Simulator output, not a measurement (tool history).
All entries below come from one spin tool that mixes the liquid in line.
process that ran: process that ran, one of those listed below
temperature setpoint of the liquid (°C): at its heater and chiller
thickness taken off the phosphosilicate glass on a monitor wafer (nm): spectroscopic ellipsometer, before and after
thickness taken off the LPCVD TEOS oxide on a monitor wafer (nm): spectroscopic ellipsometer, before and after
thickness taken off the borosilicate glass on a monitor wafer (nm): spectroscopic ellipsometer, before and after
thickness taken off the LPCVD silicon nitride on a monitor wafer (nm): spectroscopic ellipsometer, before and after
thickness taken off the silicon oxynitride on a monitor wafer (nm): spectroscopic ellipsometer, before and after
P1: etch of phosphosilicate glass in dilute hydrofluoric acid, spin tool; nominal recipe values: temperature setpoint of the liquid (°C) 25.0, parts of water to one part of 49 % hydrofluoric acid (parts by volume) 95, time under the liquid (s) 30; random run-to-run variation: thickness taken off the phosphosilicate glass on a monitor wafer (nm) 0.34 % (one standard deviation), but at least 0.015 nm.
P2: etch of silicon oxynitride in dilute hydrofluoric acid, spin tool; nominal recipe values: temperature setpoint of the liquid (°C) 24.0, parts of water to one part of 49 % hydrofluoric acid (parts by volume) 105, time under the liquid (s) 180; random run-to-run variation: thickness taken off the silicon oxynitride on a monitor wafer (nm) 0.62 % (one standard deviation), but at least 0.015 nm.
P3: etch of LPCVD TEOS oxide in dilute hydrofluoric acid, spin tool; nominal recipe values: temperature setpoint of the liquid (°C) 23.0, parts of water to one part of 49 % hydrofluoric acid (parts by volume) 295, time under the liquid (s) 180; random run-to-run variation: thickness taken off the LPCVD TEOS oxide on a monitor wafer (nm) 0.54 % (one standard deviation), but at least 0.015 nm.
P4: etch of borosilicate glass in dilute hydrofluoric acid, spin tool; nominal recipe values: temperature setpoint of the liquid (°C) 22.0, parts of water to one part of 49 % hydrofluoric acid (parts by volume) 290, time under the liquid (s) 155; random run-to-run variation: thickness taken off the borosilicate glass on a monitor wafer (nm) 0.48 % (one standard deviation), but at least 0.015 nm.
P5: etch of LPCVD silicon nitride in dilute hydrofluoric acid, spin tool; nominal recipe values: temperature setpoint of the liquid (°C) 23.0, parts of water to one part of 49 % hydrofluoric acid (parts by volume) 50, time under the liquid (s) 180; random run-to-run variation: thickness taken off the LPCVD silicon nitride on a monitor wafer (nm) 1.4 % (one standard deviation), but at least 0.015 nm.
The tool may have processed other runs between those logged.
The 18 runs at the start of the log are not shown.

run	hour	process that ran	temperature setpoint of the liquid (°C)	parts of water to one part of 49 % hydrofluoric acid (parts by volume)	time under the liquid (s)	hours since the thermometer was replaced	hours since the hydrofluoric acid flow meter was replaced	thickness taken off the phosphosilicate glass on a monitor wafer (nm)	thickness taken off the LPCVD TEOS oxide on a monitor wafer (nm)	thickness taken off the borosilicate glass on a monitor wafer (nm)	thickness taken off the LPCVD silicon nitride on a monitor wafer (nm)	thickness taken off the silicon oxynitride on a monitor wafer (nm)
19	260.8	P3	17.0	295	180	954.3	1308.0		12.204			
20	270.0	P1	32.0	95	30	963.5	1317.2	52.173				
21	286.2	P3	23.0	295	180	979.7	1333.4		14.988			
22	298.8	P1	25.0	95	45	992.3	1346.0	59.705				
23	312.2	P5	23.0	50	180	1005.7	1359.4				1.61970	
24	329.4	P2	31.5	105	180	1022.9	1376.6					5.9001
25	343.9	P1	25.0	95	30	1037.4	1391.1	39.625				
26	357.9	P1	25.0	55	60	1051.4	1405.1	143.960				
27	373.0	P2	24.0	30	180	1066.5	1420.2					15.7480
28	390.5	P2	24.0	105	345	1084.0	1437.7					8.1757
29	407.9	P1	25.0	95	15	1101.4	1455.1	19.992				
30	426.3	P1	30.5	95	15	1119.8	1473.5	24.574				
31	443.5	P5	23.0	50	30	1137.0	1490.7				0.26818	
32	459.5	P5	23.0	50	180	1153.0	1506.7				1.62410	
33	472.3	P1	25.0	95	30	1165.8	1519.5	39.773				
34	490.2	P1	25.0	95	30	1183.7	1537.4	38.180				

Run 35 has not been measured yet. What should we expect?
35	508.3	P1	25.0	95	30	1201.8	1555.5	?				

{"run 35": {"thickness taken off the phosphosilicate glass on a monitor wafer (nm)": 37.438}}

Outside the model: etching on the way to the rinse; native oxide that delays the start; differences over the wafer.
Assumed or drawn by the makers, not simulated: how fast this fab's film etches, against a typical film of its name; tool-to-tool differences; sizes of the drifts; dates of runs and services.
